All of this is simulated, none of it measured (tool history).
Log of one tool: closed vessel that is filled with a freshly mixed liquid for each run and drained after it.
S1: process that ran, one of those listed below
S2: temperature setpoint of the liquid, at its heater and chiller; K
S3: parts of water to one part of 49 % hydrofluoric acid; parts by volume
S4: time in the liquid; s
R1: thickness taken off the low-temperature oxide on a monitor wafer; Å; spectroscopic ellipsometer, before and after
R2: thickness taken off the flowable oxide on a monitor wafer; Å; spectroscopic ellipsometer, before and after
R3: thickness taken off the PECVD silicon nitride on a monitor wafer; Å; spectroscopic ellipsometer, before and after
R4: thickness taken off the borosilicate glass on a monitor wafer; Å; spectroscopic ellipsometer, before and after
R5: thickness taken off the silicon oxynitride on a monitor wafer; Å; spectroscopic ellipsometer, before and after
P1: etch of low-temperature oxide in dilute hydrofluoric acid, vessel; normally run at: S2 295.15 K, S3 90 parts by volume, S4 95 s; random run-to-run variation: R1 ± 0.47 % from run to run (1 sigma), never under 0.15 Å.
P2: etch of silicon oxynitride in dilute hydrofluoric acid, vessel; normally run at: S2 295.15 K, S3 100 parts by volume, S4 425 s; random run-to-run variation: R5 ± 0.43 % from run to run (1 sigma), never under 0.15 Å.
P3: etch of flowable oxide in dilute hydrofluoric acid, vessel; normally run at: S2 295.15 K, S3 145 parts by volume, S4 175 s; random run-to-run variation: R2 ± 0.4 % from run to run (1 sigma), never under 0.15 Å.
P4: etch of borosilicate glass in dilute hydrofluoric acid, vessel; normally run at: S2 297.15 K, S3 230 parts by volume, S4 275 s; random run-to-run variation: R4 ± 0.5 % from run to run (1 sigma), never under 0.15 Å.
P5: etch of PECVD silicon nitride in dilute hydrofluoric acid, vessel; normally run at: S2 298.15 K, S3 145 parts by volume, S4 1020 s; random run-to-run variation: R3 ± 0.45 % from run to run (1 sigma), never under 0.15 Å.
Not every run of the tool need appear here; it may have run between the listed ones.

run 1 hour=4.7 | S1=P1 S2=295.15 S3=90 S4=95 | R1=197.670
run 2 hour=8.5 | S1=P3 S2=295.15 S3=145 S4=175 | R2=349.55
run 3 hour=13.5 | S1=P5 S2=305.15 S3=145 S4=1020 | R3=542.50
run 4 hour=19.0 | S1=P3 S2=295.15 S3=145 S4=345 | R2=686.58
run 5 hour=23.2 | S1=P1 S2=295.15 S3=90 S4=95 | R1=196.300
run 6 hour=25.7 | S1=P4 S2=297.15 S3=230 S4=460 | R4=436.00
run 7 hour=29.5 | S1=P1 S2=301.15 S3=90 S4=95 | R1=248.820
-- hour=31.4 hydrofluoric acid flow meter replaced
run 8 hour=31.9 | S1=P1 S2=290.15 S3=45 S4=95 | R1=334.160
run 9 hour=36.6 | S1=P1 S2=290.15 S3=90 S4=95 | R1=159.070
run 10 hour=40.6 | S1=P4 S2=297.15 S3=325 S4=275 | R4=168.69
run 11 hour=44.9 | S1=P3 S2=290.65 S3=145 S4=175 | R2=289.47
run 12 hour=48.5 | S1=P3 S2=295.15 S3=255 S4=175 | R2=177.57
run 13 hour=53.5 | S1=P5 S2=298.15 S3=30 S4=1020 | R3=1639.00
run 14 hour=58.0 | S1=P1 S2=295.15 S3=90 S4=95 | R1=195.610
run 15 hour=62.1 | S1=P5 S2=298.15 S3=145 S4=1650 | R3=565.74
run 16 hour=65.6 | S1=P1 S2=295.15 S3=90 S4=95 | R1=197.670
run 17 hour=69.1 | S1=P2 S2=295.15 S3=100 S4=30 | R5=7.2871
run 18 hour=74.4 | S1=P2 S2=295.15 S3=100 S4=425 | R5=102.4600
run 19 hour=77.7 | S1=P4 S2=297.15 S3=230 S4=275 | R4=264.94
run 20 hour=81.4 | S1=P4 S2=297.15 S3=230 S4=275 | R4=265.29
run 21 hour=84.6 | S1=P1 S2=295.15 S3=55 S4=95 | R1=336.360
run 22 hour=88.7 | S1=P1 S2=295.15 S3=90 S4=95 | R1=197.010
run 23 hour=91.5 | S1=P5 S2=298.15 S3=145 S4=1020 | R3=349.77
run 24 hour=96.2 | S1=P4 S2=290.15 S3=230 S4=275 | R4=202.80
run 25 hour=100.1 | S1=P2 S2=295.15 S3=180 S4=425 | R5=53.7270
run 26 hour=104.5 | S1=P2 S2=301.15 S3=100 S4=425 | R5=136.5000
run 27 hour=107.1 | S1=P3 S2=295.15 S3=145 S4=175 | R2=348.37
run 28 hour=111.2 | S1=P1 S2=295.15 S3=90 S4=40 | R1=82.695
run 29 hour=115.6 | S1=P1 S2=295.15 S3=90 S4=185 | R1=383.800
run 30 hour=120.2 | S1=P1 S2=295.15 S3=125 S4=95 | R1=135.610
run 31 hour=122.7 | S1=P1 S2=295.15 S3=90 S4=95 | R1=197.570
run 32 hour=127.3 | S1=P1 S2=295.15 S3=90 S4=95 | R1=187.630
run 33 hour=132.8 | S1=P1 S2=295.15 S3=90 S4=95 | R1=183.580
run 34 hour=136.6 | S1=P1 S2=295.15 S3=90 S4=95 | R1=180.640
run 35 hour=139.5 | S1=P1 S2=295.15 S3=90 S4=95 | R1=180.840
run 36 hour=144.5 | S1=P1 S2=295.15 S3=90 S4=95 | R1=178.860
run 37 hour=147.2 | S1=P1 S2=295.15 S3=90 S4=95 | R1=180.000
run 38 hour=150.7 | S1=P1 S2=295.15 S3=90 S4=95 | R1=180.540

The output of P1 has drifted from where it used to be. Each of the 2 causes below, taken at the size shown beside it, accounts for the log equally well:
A: hydrofluoric acid flow below the setpoint (%) = 7.78
B: liquid colder than its thermometer reads (K) = 2.2
The process output started creeping at around hour 122.7.

Listed below are the offered check runs, one wafer per run, with question marks in place of results. For which of them would the causes give clearly different outcomes?
run check 1 hour=154.2 | S1=P3 S2=295.15 S3=145 S4=345 | R2=?
run check 2 hour=154.2 | S1=P5 S2=303.65 S3=100 S4=1020 | R3=?
run check 3 hour=154.2 | S1=P4 S2=291.65 S3=230 S4=275 | R4=?
run check 4 hour=154.2 | S1=P2 S2=299.65 S3=155 S4=425 | R5=?

Predicted outcomes, by check and by cause:
check=check_1 result=R2 if_A=625.23 if_B=629.78
check=check_2 result=R3 if_A=660.02 if_B=623.43
check=check_3 result=R4 if_A=194.34 if_B=196.82
check=check_4 result=R5 if_A=71.1610 if_B=70.6530
Per check, the gap between the least separated pair of causes, taken in the result that splits them most: check 1 0.73 %; check 2 5.7 %; check 3 1.27 %; check 4 0.72 %
Of the check runs offered, only check 2 discriminates between the causes; the rest would read about the same regardless of which cause applies.

The results of check 2 are: R3 661.83 Å. Based on these, which of the listed causes is it?

It was cause A: hydrofluoric acid flow below the setpoint (%).
